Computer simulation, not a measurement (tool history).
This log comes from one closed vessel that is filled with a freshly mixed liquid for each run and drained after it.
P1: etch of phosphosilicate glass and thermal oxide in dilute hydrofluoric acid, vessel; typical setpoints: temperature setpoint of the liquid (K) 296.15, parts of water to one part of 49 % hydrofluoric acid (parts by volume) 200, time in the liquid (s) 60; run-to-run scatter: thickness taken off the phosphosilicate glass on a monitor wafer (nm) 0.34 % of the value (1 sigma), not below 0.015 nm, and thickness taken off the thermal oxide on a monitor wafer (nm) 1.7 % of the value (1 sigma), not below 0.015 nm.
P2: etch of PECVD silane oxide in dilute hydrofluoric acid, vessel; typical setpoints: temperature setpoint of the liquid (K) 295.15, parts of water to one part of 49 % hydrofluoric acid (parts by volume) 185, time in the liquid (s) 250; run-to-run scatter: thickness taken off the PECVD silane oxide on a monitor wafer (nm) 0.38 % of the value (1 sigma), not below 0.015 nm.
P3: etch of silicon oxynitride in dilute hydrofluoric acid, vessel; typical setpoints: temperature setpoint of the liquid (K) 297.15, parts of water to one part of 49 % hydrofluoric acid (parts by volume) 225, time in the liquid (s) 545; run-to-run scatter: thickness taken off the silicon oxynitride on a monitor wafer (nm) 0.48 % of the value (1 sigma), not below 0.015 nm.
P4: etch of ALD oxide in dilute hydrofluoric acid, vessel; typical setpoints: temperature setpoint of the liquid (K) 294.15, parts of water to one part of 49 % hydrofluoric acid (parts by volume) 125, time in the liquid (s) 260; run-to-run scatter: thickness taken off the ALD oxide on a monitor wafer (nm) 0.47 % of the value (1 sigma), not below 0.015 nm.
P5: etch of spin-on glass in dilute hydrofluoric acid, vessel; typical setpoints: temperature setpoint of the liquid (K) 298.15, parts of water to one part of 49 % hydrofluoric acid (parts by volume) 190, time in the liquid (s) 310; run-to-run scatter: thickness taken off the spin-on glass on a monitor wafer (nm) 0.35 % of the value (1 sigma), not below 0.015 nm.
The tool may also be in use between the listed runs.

run,hour,process that ran,temperature setpoint of the liquid (K),parts of water to one part of 49 % hydrofluoric acid (parts by volume),time in the liquid (s),hours since the thermometer was replaced,hours since the hydrofluoric acid flow meter was replaced,thickness taken off the phosphosilicate glass on a monitor wafer (nm),thickness taken off the thermal oxide on a monitor wafer (nm),thickness taken off the PECVD silane oxide on a monitor wafer (nm),thickness taken off the silicon oxynitride on a monitor wafer (nm),thickness taken off the spin-on glass on a monitor wafer (nm),thickness taken off the ALD oxide on a monitor wafer (nm)
1,6.2,P1,296.15,200,60,1936.0,400.6,31.328,1.26490,,,,
2,13.2,P2,295.15,185,60,1943.0,407.6,,,9.895,,,
3,19.8,P1,290.15,200,60,1949.6,414.2,24.785,0.98333,,,,
4,27.6,P1,296.15,200,60,1957.4,422.0,31.227,1.21300,,,,
5,31.9,P3,297.15,80,545,1961.7,426.3,,,,33.2210,,
6,37.6,P3,297.15,225,145,1967.4,432.0,,,,2.8039,,
# hour 38.9: thermometer replaced
7,41.6,P3,297.15,225,545,2.8,436.0,,,,10.4640,,
8,46.4,P5,298.15,190,310,7.6,440.8,,,,,38.053,
9,55.0,P3,297.15,225,545,16.2,449.4,,,,10.4100,,
10,62.0,P5,298.15,340,310,23.2,456.4,,,,,18.340,
11,67.6,P2,295.15,110,250,28.8,462.0,,,75.137,,,
12,75.7,P4,294.15,125,260,36.9,470.1,,,,,,16.987
13,84.2,P1,296.15,200,30,45.4,478.6,15.629,0.62261,,,,
14,92.4,P5,298.15,190,590,53.6,486.8,,,,,72.991,
15,97.6,P4,290.15,125,260,58.8,492.0,,,,,,14.328
16,101.9,P1,296.15,280,60,63.1,496.3,20.407,0.84855,,,,
17,108.4,P1,296.15,200,60,69.6,502.8,31.387,1.22850,,,,
18,113.1,P1,296.15,105,60,74.3,507.5,66.257,2.52550,,,,
19,122.0,P2,302.15,185,250,83.2,516.4,,,53.596,,,
20,130.5,P5,298.15,190,310,91.7,524.9,,,,,38.058,
21,136.0,P5,290.65,190,310,97.2,530.4,,,,,28.772,
22,140.4,P4,294.15,185,260,101.6,534.8,,,,,,10.883
23,145.5,P1,303.15,200,60,106.7,539.9,40.039,1.52490,,,,
24,150.3,P1,296.15,200,110,111.5,544.7,57.391,2.24690,,,,
25,158.2,P2,295.15,185,250,119.4,552.6,,,41.591,,,
26,164.2,P1,296.15,200,60,125.4,558.6,31.276,1.23240,,,,
27,171.8,P3,290.15,225,545,133.0,566.2,,,,7.5731,,
28,179.3,P1,290.65,305,60,140.5,573.7,15.123,0.64899,,,,
29,185.7,P4,294.15,125,505,146.9,580.1,,,,,,33.106
30,193.0,P1,296.15,200,60,154.2,587.4,31.135,1.21700,,,,
31,200.6,P1,296.15,200,60,161.8,595.0,30.263,1.20510,,,,
32,207.1,P1,296.15,200,60,168.3,601.5,29.576,1.14020,,,,
33,214.0,P1,296.15,200,60,175.2,608.4,29.111,1.10490,,,,
34,219.7,P1,296.15,200,60,180.9,614.1,29.160,1.13960,,,,
35,223.8,P1,296.15,200,60,185.0,618.2,29.235,1.10590,,,,
36,228.0,P1,296.15,200,60,189.2,622.4,28.924,1.11170,,,,
37,236.0,P1,296.15,200,60,197.2,630.4,28.962,1.10770,,,,
38,239.9,P1,296.15,200,60,201.1,634.3,28.564,1.12860,,,,
39,248.0,P1,296.15,200,60,209.2,642.4,28.727,1.13550,,,,

Something has made what P1 gives creep away from where it was; the 2 causes below, each at its own stated size, fit the log equally well:
A: liquid colder than its thermometer reads (K) = 2.24
B: hydrofluoric acid flow below the setpoint (%) = 6.73
The creep began at about hour 193.0.

Below are 4 check runs, each averaged over 2 wafers, with their results shown as question marks. Which of them would give clearly different results depending on which cause is behind the drift?
check 1,256.1,P2,295.15,185,115,,,,,?,,,
check 2,256.1,P5,291.65,265,310,,,,,,,?,
check 3,256.1,P3,297.15,95,175,,,,,,?,,
check 4,256.1,P4,294.15,160,400,,,,,,,,?

How each check would come out, cause by cause:
check,result,if A,if B
check 1,thickness taken off the PECVD silane oxide on a monitor wafer (nm),17.475,17.527
check 2,thickness taken off the spin-on glass on a monitor wafer (nm),18.276,18.266
check 3,thickness taken off the silicon oxynitride on a monitor wafer (nm),7.8855,8.1407
check 4,thickness taken off the ALD oxide on a monitor wafer (nm),18.054,18.181
Distance between the nearest two causes, measured in the result of the check that separates them most: check 1 0.29 %; check 2 0.06 %; check 3 3.19 %; check 4 0.7 %
Of the check runs offered, only check 3 discriminates between the causes; the rest would read about the same regardless of which cause applies.

Running check 3 produced the following: thickness taken off the silicon oxynitride on a monitor wafer (nm) 7.8606. Which one of the listed causes fits?

Of the candidate causes, it is A: liquid colder than its thermometer reads (K).

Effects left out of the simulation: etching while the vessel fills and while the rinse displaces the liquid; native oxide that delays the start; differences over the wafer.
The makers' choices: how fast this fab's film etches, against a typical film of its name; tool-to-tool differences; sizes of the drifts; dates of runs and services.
